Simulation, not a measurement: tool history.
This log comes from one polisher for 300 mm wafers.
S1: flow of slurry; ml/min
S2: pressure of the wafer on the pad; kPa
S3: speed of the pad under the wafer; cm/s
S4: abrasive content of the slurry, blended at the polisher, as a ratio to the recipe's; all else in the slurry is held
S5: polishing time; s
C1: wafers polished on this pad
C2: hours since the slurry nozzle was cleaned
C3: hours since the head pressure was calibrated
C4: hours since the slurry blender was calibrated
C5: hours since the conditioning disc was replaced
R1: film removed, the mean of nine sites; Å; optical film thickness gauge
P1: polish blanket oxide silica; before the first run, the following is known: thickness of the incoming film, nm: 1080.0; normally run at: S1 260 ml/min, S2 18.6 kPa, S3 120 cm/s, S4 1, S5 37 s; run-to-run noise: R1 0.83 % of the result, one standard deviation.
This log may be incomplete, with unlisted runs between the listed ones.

run	hour	S1	S2	S3	S4	S5	C1	C2	C3	C4	C5	R1
1	13.3	260	18.6	120	1	37	534	442.4	192.3	25	105.9	748.36
2	31.7	385	26.9	120	1	37	648	460.8	210.7	43.4	124.3	1126.1
3	39.6	260	18.6	120	0.5	37	697	468.7	218.6	51.3	132.2	516.81
4	58	260	18.6	120	1	27	811	487.1	237	69.7	150.6	540.8
5	74	260	18.6	120	1	37	911	503.1	253	85.7	166.6	746.45
6	91.2	260	18.6	176	1	17	1017	520.3	270.2	102.9	183.8	474.35
7	101.9	260	18.6	120	1	37	1084	531	280.9	113.6	194.5	749.45
8	111.5	165	18.6	120	1	37	1143	540.6	290.5	123.2	204.1	714.37
# hour 116.6: slurry nozzle cleaned
9	129.8	260	18.6	120	1	37	1257	13.3	308.8	141.5	222.4	754.78
10	146.7	260	18.6	190	1	37	1362	30.2	325.7	158.4	239.3	1080.6
11	160.7	405	18.6	120	1	37	1449	44.2	339.7	172.4	253.3	770.75
# hour 173.4: conditioning disc replaced and pad reconditioned
12	178.4	260	18.6	56	1	37	1559	61.9	357.4	190.1	5	413.38
13	187.8	260	23.4	120	1	37	1617	71.3	366.8	199.5	14.4	942.88
14	199.9	260	18.6	120	1	47	1692	83.4	378.9	211.6	26.5	954.37
15	209.9	260	18.6	120	1.3	37	1754	93.4	388.9	221.6	36.5	848.96
16	219.4	260	18.6	120	1	37	1813	102.9	398.4	231.1	46	740.99
17	230.9	260	18.6	120	1	37	1885	114.4	409.9	242.6	57.5	755.54
18	243.8	260	8.3	120	1	37	1965	127.3	422.8	255.5	70.4	337.12
19	256.7	260	18.6	54	1.3	37	2045	140.2	435.7	268.4	83.3	441.48
20	274.8	260	18.6	120	1	37	2157	158.3	453.8	286.5	101.4	759.55
21	289.2	260	18.6	120	1	37	2246	172.7	468.2	300.9	115.8	730.95
22	300.2	260	18.6	120	1	37	2315	183.7	479.2	311.9	126.8	715.44
23	312.3	260	18.6	120	1	37	2390	195.8	491.3	324	138.9	687.07
24	330.1	260	18.6	120	1	37	2500	213.6	509.1	341.8	156.7	686.57
25	345.8	260	18.6	120	1	37	2598	229.3	524.8	357.5	172.4	676.54
# hour 347.3: head pressure recalibrated
# hour 352.5: conditioning disc replaced and pad reconditioned
26	360.2	260	18.6	120	1	37	2687	243.7	12.9	371.9	7.7	670.65
# hour 374.7: slurry nozzle cleaned
27	377.3	260	18.6	120	1	37	2793	2.7	30	389	24.8	671.13
28	390.3	260	18.6	120	1	37	2874	15.7	43	402	37.8	663.19
29	405.3	260	18.6	120	1	37	2967	30.7	58	417	52.8	654.07
30	414.4	260	18.6	120	1	37	3024	39.8	67.1	426.1	61.9	662.59
31	423	260	18.6	120	1	37	3077	48.4	75.7	434.7	70.5	655.44

The log shows P1 creeping away from where it was. Any of the 2 causes listed here, at the size stated for it, fits the log just as well as the others:
A: abrasive missing from the slurry, % = 23.8
B: removal rate lost through wear of the pad, % = 12.4
The drift started at roughly hour 274.8.
The rest of the possible causes, and what rules out each one:
slurry flow missing at the pad, %: serviced at hour 374.7, which brought nothing back
head's pressure below its setpoint, %: serviced at hour 347.3, which brought nothing back
time polished since the conditioner stopped cutting, s: serviced at hour 352.5, which brought nothing back

Which of the check runs below tells the causes apart, meaning the causes would give it clearly different results? Each run uses 3 wafers whose results are averaged, and each result is shown as a question mark.
check 1	431.6	260	18.6	120	0.55	27						?
check 2	431.6	260	18.6	188	1	37						?
check 3	431.6	260	18.6	60	1	37						?
check 4	431.6	260	10.3	120	1	37						?

If the cause were each of the candidates in turn, the checks would give the following:
check	result	if A	if B
check 1	R1	337.16	350.92
check 2	R1	944.48	944.83
check 3	R1	378.78	378.92
check 4	R1	366.39	366.52
Minimum pairwise separation of causes per check, each pair taken at its best-separating result: check 1 4 %; check 2 0.04 %; check 3 0.04 %; check 4 0.04 %
Check 1 is the one run that separates the causes; every other check would come out nearly the same whichever cause is at work.

Check 1 has now been run. It gave: R1 348.2 Å. Which of the candidate causes is it?

It is B: removal rate lost through wear of the pad, %.
